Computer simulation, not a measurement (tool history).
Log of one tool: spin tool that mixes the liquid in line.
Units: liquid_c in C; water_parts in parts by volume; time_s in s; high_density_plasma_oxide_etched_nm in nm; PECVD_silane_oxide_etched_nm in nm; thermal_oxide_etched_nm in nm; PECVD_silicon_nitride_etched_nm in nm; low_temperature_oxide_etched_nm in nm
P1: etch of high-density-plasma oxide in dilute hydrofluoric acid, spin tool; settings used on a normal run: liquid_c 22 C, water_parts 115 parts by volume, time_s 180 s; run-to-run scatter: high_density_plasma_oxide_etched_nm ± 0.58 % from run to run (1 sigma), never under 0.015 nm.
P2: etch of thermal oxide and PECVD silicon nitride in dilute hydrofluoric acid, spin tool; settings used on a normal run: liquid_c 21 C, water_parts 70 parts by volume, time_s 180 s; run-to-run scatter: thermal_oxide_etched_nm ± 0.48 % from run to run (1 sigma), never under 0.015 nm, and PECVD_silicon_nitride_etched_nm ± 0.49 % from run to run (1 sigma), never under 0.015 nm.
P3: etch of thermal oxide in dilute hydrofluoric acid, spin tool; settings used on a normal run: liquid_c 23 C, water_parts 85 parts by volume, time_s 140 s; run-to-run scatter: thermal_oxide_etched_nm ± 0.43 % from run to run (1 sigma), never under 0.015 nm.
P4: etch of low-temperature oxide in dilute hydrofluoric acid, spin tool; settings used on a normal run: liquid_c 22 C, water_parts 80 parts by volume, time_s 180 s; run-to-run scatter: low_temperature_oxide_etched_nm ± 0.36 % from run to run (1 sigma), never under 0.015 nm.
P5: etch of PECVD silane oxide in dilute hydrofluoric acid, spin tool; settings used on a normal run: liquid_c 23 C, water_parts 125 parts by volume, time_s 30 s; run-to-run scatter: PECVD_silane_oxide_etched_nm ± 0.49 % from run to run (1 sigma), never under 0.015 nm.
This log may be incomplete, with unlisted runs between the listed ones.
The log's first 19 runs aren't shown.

| run | day | process | liquid_c | water_parts | time_s | high_density_plasma_oxide_etched_nm | PECVD_silane_oxide_etched_nm | thermal_oxide_etched_nm | PECVD_silicon_nitride_etched_nm | low_temperature_oxide_etched_nm |
|---|---|---|---|---|---|---|---|---|---|---|
| 20 | 6.608 | P1 | 17.5 | 115 | 180 | 9.2544 |  |  |  |  |
| 21 | 6.983 | P5 | 23 | 125 | 15 |  | 3.5015 |  |  |  |
| 22 | 7.333 | P3 | 23 | 85 | 140 |  |  | 7.7261 |  |  |
| 23 | 7.592 | P2 | 17 | 70 | 180 |  |  | 9.2233 | 3.8408 |  |
| 24 | 7.979 | P2 | 21 | 70 | 180 |  |  | 10.944 | 5.1083 |  |
| 25 | 8.358 | P2 | 21 | 70 | 45 |  |  | 2.708 | 1.2764 |  |
| 26 | 8.783 | P4 | 22 | 40 | 180 |  |  |  |  | 88.563 |
| 27 | 9.125 | P1 | 17.5 | 115 | 325 | 16.581 |  |  |  |  |
| 28 | 9.358 | P4 | 28 | 80 | 180 |  |  |  |  | 53.324 |
| 29 | 9.704 | P1 | 22 | 170 | 180 | 7.0035 |  |  |  |  |
| 30 | 9.954 | P3 | 23 | 30 | 140 |  |  | 23.547 |  |  |
| 31 | 10.321 | P4 | 22 | 80 | 180 |  |  |  |  | 41.953 |
| 32 | 10.738 | P1 | 29.5 | 115 | 295 | 24.035 |  |  |  |  |
| 33 | 10.979 | P4 | 22 | 80 | 180 |  |  |  |  | 41.938 |
| 34 | 11.383 | P1 | 22 | 115 | 180 | 11.074 |  |  |  |  |

What does the tool deliver on the next run?
| 35 | 11.767 | P1 | 22 | 115 | 180 | ? |  |  |  |  |

{"run 35": {"high_density_plasma_oxide_etched_nm": 10.82}}
